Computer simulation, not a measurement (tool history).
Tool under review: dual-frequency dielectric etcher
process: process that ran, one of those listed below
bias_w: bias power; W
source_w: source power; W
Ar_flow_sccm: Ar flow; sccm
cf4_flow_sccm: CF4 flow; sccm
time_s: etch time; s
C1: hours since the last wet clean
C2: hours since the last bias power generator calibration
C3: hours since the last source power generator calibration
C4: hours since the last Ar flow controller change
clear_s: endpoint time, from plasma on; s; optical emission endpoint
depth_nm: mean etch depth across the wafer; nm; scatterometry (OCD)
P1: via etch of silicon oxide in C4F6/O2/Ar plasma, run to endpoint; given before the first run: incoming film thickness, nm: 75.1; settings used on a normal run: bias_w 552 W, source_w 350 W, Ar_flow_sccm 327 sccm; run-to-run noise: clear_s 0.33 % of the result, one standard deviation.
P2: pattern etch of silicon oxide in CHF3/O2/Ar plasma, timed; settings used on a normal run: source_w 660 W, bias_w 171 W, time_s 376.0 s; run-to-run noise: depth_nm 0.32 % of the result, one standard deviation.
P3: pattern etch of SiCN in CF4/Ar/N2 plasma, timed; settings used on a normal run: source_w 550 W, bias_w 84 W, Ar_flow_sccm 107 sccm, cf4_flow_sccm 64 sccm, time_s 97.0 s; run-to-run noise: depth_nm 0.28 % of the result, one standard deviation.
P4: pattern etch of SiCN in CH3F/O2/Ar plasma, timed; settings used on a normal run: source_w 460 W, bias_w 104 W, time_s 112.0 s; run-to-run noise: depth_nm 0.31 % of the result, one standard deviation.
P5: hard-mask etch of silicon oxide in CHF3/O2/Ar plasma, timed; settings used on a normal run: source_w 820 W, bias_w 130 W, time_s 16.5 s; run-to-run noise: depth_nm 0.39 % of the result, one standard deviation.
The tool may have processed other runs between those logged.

Run 1, hour 9.2: process P1, bias_w 552 W, source_w 350 W, Ar_flow_sccm 327 sccm; C1 360.1; C2 1052.4; C3 1537.3; C4 893.1. Result: clear_s 17.041 s.
Run 2, hour 17.7: process P1, bias_w 552 W, source_w 350 W, Ar_flow_sccm 327 sccm; C1 368.6; C2 1060.9; C3 1545.8; C4 901.6. Result: clear_s 16.978 s.
Run 3, hour 23.7: process P3, bias_w 84 W, source_w 550 W, Ar_flow_sccm 107 sccm, cf4_flow_sccm 46 sccm, time_s 97.0 s; C1 374.6; C2 1066.9; C3 1551.8; C4 907.6. Result: depth_nm 98.669 nm.
Run 4, hour 31.5: process P1, bias_w 552 W, source_w 350 W, Ar_flow_sccm 327 sccm; C1 382.4; C2 1074.7; C3 1559.6; C4 915.4. Result: clear_s 17.074 s.
Run 5, hour 38.0: process P2, bias_w 171 W, source_w 660 W, time_s 376.0 s; C1 388.9; C2 1081.2; C3 1566.1; C4 921.9. Result: depth_nm 752.720 nm.
Run 6, hour 47.1: process P5, bias_w 166 W, source_w 820 W, time_s 16.5 s; C1 398.0; C2 1090.3; C3 1575.2; C4 931.0. Result: depth_nm 35.566 nm.
Run 7, hour 52.2: process P5, bias_w 130 W, source_w 820 W, time_s 16.5 s; C1 403.1; C2 1095.4; C3 1580.3; C4 936.1. Result: depth_nm 32.405 nm.
Run 8, hour 62.3: process P2, bias_w 171 W, source_w 660 W, time_s 376.0 s; C1 413.2; C2 1105.5; C3 1590.4; C4 946.2. Result: depth_nm 753.360 nm.
Run 9, hour 68.8: process P4, bias_w 135 W, source_w 460 W, time_s 112.0 s; C1 419.7; C2 1112.0; C3 1596.9; C4 952.7. Result: depth_nm 55.920 nm.
Run 10, hour 78.8: process P2, bias_w 171 W, source_w 660 W, time_s 500.0 s; C1 429.7; C2 1122.0; C3 1606.9; C4 962.7. Result: depth_nm 999.320 nm.
Run 11, hour 85.3: process P3, bias_w 84 W, source_w 550 W, Ar_flow_sccm 131 sccm, cf4_flow_sccm 64 sccm, time_s 97.0 s; C1 436.2; C2 1128.5; C3 1613.4; C4 969.2. Result: depth_nm 100.710 nm.
Run 12, hour 94.3: process P1, bias_w 749 W, source_w 350 W, Ar_flow_sccm 327 sccm; C1 445.2; C2 1137.5; C3 1622.4; C4 978.2. Result: clear_s 15.130 s.
Run 13, hour 102.8: process P1, bias_w 552 W, source_w 350 W, Ar_flow_sccm 327 sccm; C1 453.7; C2 1146.0; C3 1630.9; C4 986.7. Result: clear_s 17.000 s.
At hour 105.3: source power generator calibrated.
Run 14, hour 111.6: process P3, bias_w 84 W, source_w 550 W, Ar_flow_sccm 107 sccm, cf4_flow_sccm 64 sccm, time_s 97.0 s; C1 462.5; C2 1154.8; C3 6.3; C4 995.5. Result: depth_nm 104.200 nm.
Run 15, hour 118.0: process P1, bias_w 552 W, source_w 230 W, Ar_flow_sccm 327 sccm; C1 468.9; C2 1161.2; C3 12.7; C4 1001.9. Result: clear_s 19.799 s.
Run 16, hour 122.8: process P4, bias_w 104 W, source_w 460 W, time_s 112.0 s; C1 473.7; C2 1166.0; C3 17.5; C4 1006.7. Result: depth_nm 50.635 nm.
Run 17, hour 129.6: process P3, bias_w 68 W, source_w 550 W, Ar_flow_sccm 107 sccm, cf4_flow_sccm 64 sccm, time_s 97.0 s; C1 480.5; C2 1172.8; C3 24.3; C4 1013.5. Result: depth_nm 96.950 nm.
Run 18, hour 138.4: process P2, bias_w 171 W, source_w 430 W, time_s 376.0 s; C1 489.3; C2 1181.6; C3 33.1; C4 1022.3. Result: depth_nm 640.210 nm.
Run 19, hour 148.4: process P5, bias_w 130 W, source_w 820 W, time_s 9.0 s; C1 499.3; C2 1191.6; C3 43.1; C4 1032.3. Result: depth_nm 17.734 nm.
Run 20, hour 155.3: process P1, bias_w 552 W, source_w 490 W, Ar_flow_sccm 327 sccm; C1 506.2; C2 1198.5; C3 50.0; C4 1039.2. Result: clear_s 15.044 s.
Run 21, hour 165.0: process P1, bias_w 552 W, source_w 350 W, Ar_flow_sccm 399 sccm; C1 515.9; C2 1208.2; C3 59.7; C4 1048.9. Result: clear_s 17.392 s.
Run 22, hour 169.8: process P5, bias_w 130 W, source_w 1020 W, time_s 16.5 s; C1 520.7; C2 1213.0; C3 64.5; C4 1053.7. Result: depth_nm 35.705 nm.
Run 23, hour 177.0: process P3, bias_w 84 W, source_w 550 W, Ar_flow_sccm 107 sccm, cf4_flow_sccm 64 sccm, time_s 97.0 s; C1 527.9; C2 1220.2; C3 71.7; C4 1060.9. Result: depth_nm 103.750 nm.
Run 24, hour 186.0: process P1, bias_w 552 W, source_w 350 W, Ar_flow_sccm 327 sccm; C1 536.9; C2 1229.2; C3 80.7; C4 1069.9. Result: clear_s 17.030 s.
Run 25, hour 194.1: process P5, bias_w 130 W, source_w 820 W, time_s 16.5 s; C1 545.0; C2 1237.3; C3 88.8; C4 1078.0. Result: depth_nm 32.655 nm.
Run 26, hour 202.5: process P4, bias_w 104 W, source_w 460 W, time_s 145.0 s; C1 553.4; C2 1245.7; C3 97.2; C4 1086.4. Result: depth_nm 65.750 nm.
At hour 206.2: Ar flow controller replaced.
Run 27, hour 211.5: process P4, bias_w 104 W, source_w 600 W, time_s 112.0 s; C1 562.4; C2 1254.7; C3 106.2; C4 5.3. Result: depth_nm 56.114 nm.
At hour 217.3: bias power generator calibrated.
Run 28, hour 219.1: process P1, bias_w 552 W, source_w 350 W, Ar_flow_sccm 220 sccm; C1 570.0; C2 1.9; C3 113.8; C4 12.9. Result: clear_s 16.312 s.
Run 29, hour 224.3: process P1, bias_w 552 W, source_w 350 W, Ar_flow_sccm 327 sccm; C1 575.2; C2 7.1; C3 119.0; C4 18.1. Result: clear_s 17.041 s.
Run 30, hour 233.3: process P1, bias_w 451 W, source_w 350 W, Ar_flow_sccm 327 sccm; C1 584.2; C2 16.1; C3 128.0; C4 27.1. Result: clear_s 18.378 s.
Run 31, hour 238.5: process P2, bias_w 218 W, source_w 660 W, time_s 376.0 s; C1 589.4; C2 21.3; C3 133.2; C4 32.3. Result: depth_nm 816.540 nm.
Run 32, hour 247.3: process P3, bias_w 84 W, source_w 550 W, Ar_flow_sccm 107 sccm, cf4_flow_sccm 64 sccm, time_s 132.0 s; C1 598.2; C2 30.1; C3 142.0; C4 41.1. Result: depth_nm 141.270 nm.
Run 33, hour 253.9: process P1, bias_w 645 W, source_w 460 W, Ar_flow_sccm 327 sccm; C1 604.8; C2 36.7; C3 148.6; C4 47.7. Result: clear_s 14.661 s.
Run 34, hour 259.4: process P3, bias_w 84 W, source_w 720 W, Ar_flow_sccm 107 sccm, cf4_flow_sccm 64 sccm, time_s 97.0 s; C1 610.3; C2 42.2; C3 154.1; C4 53.2. Result: depth_nm 131.690 nm.
Run 35, hour 265.3: process P1, bias_w 552 W, source_w 350 W, Ar_flow_sccm 327 sccm; C1 616.2; C2 48.1; C3 160.0; C4 59.1. Result: clear_s 17.058 s.
Run 36, hour 273.1: process P1, bias_w 552 W, source_w 350 W, Ar_flow_sccm 327 sccm; C1 624.0; C2 55.9; C3 167.8; C4 66.9. Result: clear_s 16.897 s.
Run 37, hour 282.2: process P1, bias_w 552 W, source_w 350 W, Ar_flow_sccm 327 sccm; C1 633.1; C2 65.0; C3 176.9; C4 76.0. Result: clear_s 16.895 s.
Run 38, hour 290.2: process P1, bias_w 552 W, source_w 350 W, Ar_flow_sccm 327 sccm; C1 641.1; C2 73.0; C3 184.9; C4 84.0. Result: clear_s 16.840 s.
Run 39, hour 300.0: process P1, bias_w 552 W, source_w 350 W, Ar_flow_sccm 327 sccm; C1 650.9; C2 82.8; C3 194.7; C4 93.8. Result: clear_s 16.794 s.
Run 40, hour 308.5: process P1, bias_w 552 W, source_w 350 W, Ar_flow_sccm 327 sccm; C1 659.4; C2 91.3; C3 203.2; C4 102.3. Result: clear_s 16.738 s.
At hour 309.7: wet clean of the chamber.
Run 41, hour 314.1: process P1, bias_w 552 W, source_w 350 W, Ar_flow_sccm 327 sccm; C1 4.4; C2 96.9; C3 208.8; C4 107.9. Result: clear_s 16.775 s.
Run 42, hour 320.2: process P1, bias_w 552 W, source_w 350 W, Ar_flow_sccm 327 sccm; C1 10.5; C2 103.0; C3 214.9; C4 114.0. Result: clear_s 16.906 s.
At hour 320.7: Ar flow controller replaced.
Run 43, hour 330.3: process P1, bias_w 552 W, source_w 350 W, Ar_flow_sccm 327 sccm; C1 20.6; C2 113.1; C3 225.0; C4 9.6. Result: clear_s 16.746 s.
Run 44, hour 335.3: process P1, bias_w 552 W, source_w 350 W, Ar_flow_sccm 327 sccm; C1 25.6; C2 118.1; C3 230.0; C4 14.6. Result: clear_s 16.653 s.
Run 45, hour 344.1: process P1, bias_w 552 W, source_w 350 W, Ar_flow_sccm 327 sccm; C1 34.4; C2 126.9; C3 238.8; C4 23.4. Result: clear_s 16.807 s.
Run 46, hour 352.5: process P1, bias_w 552 W, source_w 350 W, Ar_flow_sccm 327 sccm; C1 42.8; C2 135.3; C3 247.2; C4 31.8. Result: clear_s 16.757 s.

What P1 gives has crept off from where it sat before. The 2 causes that follow fit the log equally well, each at the size noted:
A: source power that arrives over what is set, % = 4.59
B: bias power that arrives over what is set, % = 4.39
The gradual shift began around hour 265.3.
What rules out each remaining cause:
chamber walls in a state that raises the etch rate, %: serviced after onset, at hour 309.7, with no recovery of the prior output
Ar flow that arrives under what is set, %: serviced after onset, at hour 320.7, with no recovery of the prior output

Each of the 4 check runs below uses one wafer; its results are left as question marks. Which run tells the causes apart?
Run check 1, hour 360.9: process P5, bias_w 130 W, source_w 820 W, time_s 16.5 s. Result: depth_nm ?.
Run check 2, hour 360.9: process P3, bias_w 84 W, source_w 550 W, Ar_flow_sccm 107 sccm, cf4_flow_sccm 64 sccm, time_s 97.0 s. Result: depth_nm ?.
Run check 3, hour 360.9: process P2, bias_w 171 W, source_w 660 W, time_s 376.0 s. Result: depth_nm ?.
Run check 4, hour 360.9: process P4, bias_w 104 W, source_w 460 W, time_s 112.0 s. Result: depth_nm ?.

Outcome of each check run for each possible cause:
  check    result     if A     if B
check 1  depth_nm   33.302   33.154
check 2  depth_nm  108.160  105.630
check 3  depth_nm  764.460  762.170
check 4  depth_nm   51.313   51.296
Per-check spread between the two closest causes, in the result where they differ most: check 1 0.45 %; check 2 2.36 %; check 3 0.3 %; check 4 0.03 %
The causes can be told apart only by check 2. The other checks would give nearly the same results under each of them.

Check 2 was then run and gave: depth_nm 108.450 nm. Which cause is it?

It was cause A: source power that arrives over what is set, %.
